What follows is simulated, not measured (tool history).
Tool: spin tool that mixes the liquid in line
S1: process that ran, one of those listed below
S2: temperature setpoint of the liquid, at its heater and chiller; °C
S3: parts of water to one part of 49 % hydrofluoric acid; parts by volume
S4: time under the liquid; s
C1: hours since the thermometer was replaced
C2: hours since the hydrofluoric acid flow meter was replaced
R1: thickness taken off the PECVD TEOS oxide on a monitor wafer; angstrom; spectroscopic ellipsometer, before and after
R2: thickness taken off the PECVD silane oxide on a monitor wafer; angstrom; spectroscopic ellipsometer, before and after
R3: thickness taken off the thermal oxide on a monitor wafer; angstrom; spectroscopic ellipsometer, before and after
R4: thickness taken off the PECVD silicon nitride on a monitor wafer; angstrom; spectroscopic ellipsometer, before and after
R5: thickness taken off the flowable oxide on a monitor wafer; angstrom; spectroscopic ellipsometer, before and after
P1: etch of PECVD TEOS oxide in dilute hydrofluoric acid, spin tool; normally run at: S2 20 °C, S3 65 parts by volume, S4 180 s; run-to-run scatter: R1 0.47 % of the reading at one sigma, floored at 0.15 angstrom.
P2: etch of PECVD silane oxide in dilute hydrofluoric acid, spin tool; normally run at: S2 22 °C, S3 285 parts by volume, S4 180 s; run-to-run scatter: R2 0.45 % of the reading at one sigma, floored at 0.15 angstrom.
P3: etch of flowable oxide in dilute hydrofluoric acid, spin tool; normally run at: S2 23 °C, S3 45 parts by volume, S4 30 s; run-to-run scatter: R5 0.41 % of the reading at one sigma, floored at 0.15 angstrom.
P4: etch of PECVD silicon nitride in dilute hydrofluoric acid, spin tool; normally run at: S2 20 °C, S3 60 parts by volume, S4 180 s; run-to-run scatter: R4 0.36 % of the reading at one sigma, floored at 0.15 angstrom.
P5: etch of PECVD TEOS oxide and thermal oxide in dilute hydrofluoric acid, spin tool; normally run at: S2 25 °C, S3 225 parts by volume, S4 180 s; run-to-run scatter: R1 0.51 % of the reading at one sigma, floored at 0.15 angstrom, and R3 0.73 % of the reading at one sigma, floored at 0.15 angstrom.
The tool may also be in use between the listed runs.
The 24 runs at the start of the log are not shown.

Run 25, hour 88.4: S1 P1, S2 20 °C, S3 95 parts by volume, S4 180 s; C1 540.7; C2 743.2. Result: R1 246.78 angstrom.
Run 26, hour 91: S1 P4, S2 20 °C, S3 60 parts by volume, S4 180 s; C1 543.3; C2 745.8. Result: R4 71.962 angstrom.
Run 27, hour 93.3: S1 P1, S2 17 °C, S3 65 parts by volume, S4 180 s; C1 545.6; C2 748.1. Result: R1 325.6 angstrom.
Run 28, hour 98.2: S1 P1, S2 20 °C, S3 65 parts by volume, S4 335 s; C1 550.5; C2 753. Result: R1 688.92 angstrom.
Run 29, hour 101: S1 P1, S2 20 °C, S3 65 parts by volume, S4 180 s; C1 553.3; C2 755.8. Result: R1 374.6 angstrom.
Run 30, hour 105.7: S1 P2, S2 22 °C, S3 285 parts by volume, S4 180 s; C1 558; C2 760.5. Result: R2 69.728 angstrom.
Run 31, hour 109.1: S1 P1, S2 27 °C, S3 95 parts by volume, S4 180 s; C1 561.4; C2 763.9. Result: R1 324.7 angstrom.
Run 32, hour 112.5: S1 P5, S2 25 °C, S3 75 parts by volume, S4 180 s; C1 564.8; C2 767.3. Result: R1 372.07 angstrom, R3 122.57 angstrom.
Run 33, hour 116.7: S1 P1, S2 20 °C, S3 65 parts by volume, S4 180 s; C1 569; C2 771.5. Result: R1 372.17 angstrom.
Run 34, hour 119.6: S1 P1, S2 20 °C, S3 65 parts by volume, S4 180 s; C1 571.9; C2 774.4. Result: R1 368.55 angstrom.
Run 35, hour 122.8: S1 P1, S2 20 °C, S3 65 parts by volume, S4 180 s; C1 575.1; C2 777.6. Result: R1 358.22 angstrom.
Run 36, hour 127.6: S1 P1, S2 20 °C, S3 65 parts by volume, S4 180 s; C1 579.9; C2 782.4. Result: R1 351.89 angstrom.
Run 37, hour 131: S1 P1, S2 20 °C, S3 65 parts by volume, S4 180 s; C1 583.3; C2 785.8. Result: R1 350.41 angstrom.
Run 38, hour 134.7: S1 P1, S2 20 °C, S3 65 parts by volume, S4 180 s; C1 587; C2 789.5. Result: R1 349.79 angstrom.
Run 39, hour 137.9: S1 P1, S2 20 °C, S3 65 parts by volume, S4 180 s; C1 590.2; C2 792.7. Result: R1 347.94 angstrom.

Estimate the outcome of run 40 from the log above:
Run 40, hour 140.2: S1 P1, S2 20 °C, S3 65 parts by volume, S4 180 s; C1 592.5; C2 795. Result: R1 ?.

R1: 344.85 angstrom

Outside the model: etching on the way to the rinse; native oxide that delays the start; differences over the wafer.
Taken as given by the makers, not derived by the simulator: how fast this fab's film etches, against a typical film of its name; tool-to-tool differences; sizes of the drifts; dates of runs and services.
